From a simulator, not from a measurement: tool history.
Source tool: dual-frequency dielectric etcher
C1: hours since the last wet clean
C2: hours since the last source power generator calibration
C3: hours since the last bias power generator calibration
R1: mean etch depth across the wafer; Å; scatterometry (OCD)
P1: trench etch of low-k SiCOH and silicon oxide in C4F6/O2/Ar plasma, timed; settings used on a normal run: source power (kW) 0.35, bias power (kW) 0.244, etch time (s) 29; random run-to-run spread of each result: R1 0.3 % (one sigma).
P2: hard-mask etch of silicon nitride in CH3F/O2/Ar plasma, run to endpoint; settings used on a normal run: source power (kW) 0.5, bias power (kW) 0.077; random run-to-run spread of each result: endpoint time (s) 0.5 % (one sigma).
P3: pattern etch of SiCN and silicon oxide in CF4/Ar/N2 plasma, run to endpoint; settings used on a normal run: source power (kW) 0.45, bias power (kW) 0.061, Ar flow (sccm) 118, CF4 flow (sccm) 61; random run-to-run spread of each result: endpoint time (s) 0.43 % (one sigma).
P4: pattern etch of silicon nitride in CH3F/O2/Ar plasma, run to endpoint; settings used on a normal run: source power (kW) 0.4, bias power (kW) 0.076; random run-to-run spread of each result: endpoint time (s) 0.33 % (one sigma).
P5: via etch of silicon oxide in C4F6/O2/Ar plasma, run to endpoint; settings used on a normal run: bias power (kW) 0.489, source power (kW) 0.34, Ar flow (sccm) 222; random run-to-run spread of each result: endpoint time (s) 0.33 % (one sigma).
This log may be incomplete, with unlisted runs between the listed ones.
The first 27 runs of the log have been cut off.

{"run": 28, "hour": 306.4, "process that ran": "P3", "source power (kW)": 0.31, "bias power (kW)": 0.061, "Ar flow (sccm)": 118, "CF4 flow (sccm)": 61, "C1": 720.6, "C2": 2391.3, "C3": 97.2, "endpoint time (s)": 22.192}
{"run": 29, "hour": 315.4, "process that ran": "P1", "source power (kW)": 0.35, "bias power (kW)": 0.244, "etch time (s)": 29, "C1": 729.6, "C2": 2400.3, "C3": 106.2, "R1": 940.16}
{"run": 30, "hour": 329.3, "process that ran": "P5", "source power (kW)": 0.34, "bias power (kW)": 0.489, "Ar flow (sccm)": 222, "C1": 743.5, "C2": 2414.2, "C3": 120.1, "endpoint time (s)": 25.993}
{"run": 31, "hour": 344.2, "process that ran": "P1", "source power (kW)": 0.35, "bias power (kW)": 0.244, "etch time (s)": 29, "C1": 758.4, "C2": 2429.1, "C3": 135, "R1": 936.07}
{"run": 32, "hour": 359.6, "process that ran": "P2", "source power (kW)": 0.5, "bias power (kW)": 0.077, "C1": 773.8, "C2": 2444.5, "C3": 150.4, "endpoint time (s)": 41.582}
{"run": 33, "hour": 367.8, "process that ran": "P1", "source power (kW)": 0.35, "bias power (kW)": 0.244, "etch time (s)": 16, "C1": 782, "C2": 2452.7, "C3": 158.6, "R1": 519.06}
{"run": 34, "hour": 383.4, "process that ran": "P4", "source power (kW)": 0.4, "bias power (kW)": 0.1, "C1": 797.6, "C2": 2468.3, "C3": 174.2, "endpoint time (s)": 43.897}
{"run": 35, "hour": 394.0, "process that ran": "P1", "source power (kW)": 0.35, "bias power (kW)": 0.244, "etch time (s)": 29, "C1": 808.2, "C2": 2478.9, "C3": 184.8, "R1": 936.96}
{"run": 36, "hour": 404.0, "process that ran": "P1", "source power (kW)": 0.35, "bias power (kW)": 0.244, "etch time (s)": 29, "C1": 818.2, "C2": 2488.9, "C3": 194.8, "R1": 929.92}
{"run": 37, "hour": 413.3, "process that ran": "P1", "source power (kW)": 0.35, "bias power (kW)": 0.244, "etch time (s)": 29, "C1": 827.5, "C2": 2498.2, "C3": 204.1, "R1": 934.22}
{"run": 38, "hour": 423.4, "process that ran": "P1", "source power (kW)": 0.35, "bias power (kW)": 0.244, "etch time (s)": 29, "C1": 837.6, "C2": 2508.3, "C3": 214.2, "R1": 928.19}
{"run": 39, "hour": 436.5, "process that ran": "P1", "source power (kW)": 0.35, "bias power (kW)": 0.244, "etch time (s)": 29, "C1": 850.7, "C2": 2521.4, "C3": 227.3, "R1": 921.87}
{"run": 40, "hour": 448.1, "process that ran": "P1", "source power (kW)": 0.35, "bias power (kW)": 0.244, "etch time (s)": 29, "C1": 862.3, "C2": 2533, "C3": 238.9, "R1": 928.13}
{"hour": 460.1, "done": "wet clean of the chamber"}
{"run": 41, "hour": 464.0, "process that ran": "P1", "source power (kW)": 0.35, "bias power (kW)": 0.244, "etch time (s)": 29, "C1": 4, "C2": 2548.9, "C3": 254.8, "R1": 924.22}
{"run": 42, "hour": 478.6, "process that ran": "P1", "source power (kW)": 0.35, "bias power (kW)": 0.244, "etch time (s)": 29, "C1": 18.6, "C2": 2563.5, "C3": 269.4, "R1": 925.67}
{"run": 43, "hour": 494.4, "process that ran": "P1", "source power (kW)": 0.35, "bias power (kW)": 0.244, "etch time (s)": 29, "C1": 34.4, "C2": 2579.3, "C3": 285.2, "R1": 924.97}

The next listed run, before its measurement:
{"run": 44, "hour": 502.8, "process that ran": "P1", "source power (kW)": 0.35, "bias power (kW)": 0.244, "etch time (s)": 29, "C1": 42.8, "C2": 2587.7, "C3": 293.6, "R1": "?"}

Run 44 yielded R1 921.36 Å.

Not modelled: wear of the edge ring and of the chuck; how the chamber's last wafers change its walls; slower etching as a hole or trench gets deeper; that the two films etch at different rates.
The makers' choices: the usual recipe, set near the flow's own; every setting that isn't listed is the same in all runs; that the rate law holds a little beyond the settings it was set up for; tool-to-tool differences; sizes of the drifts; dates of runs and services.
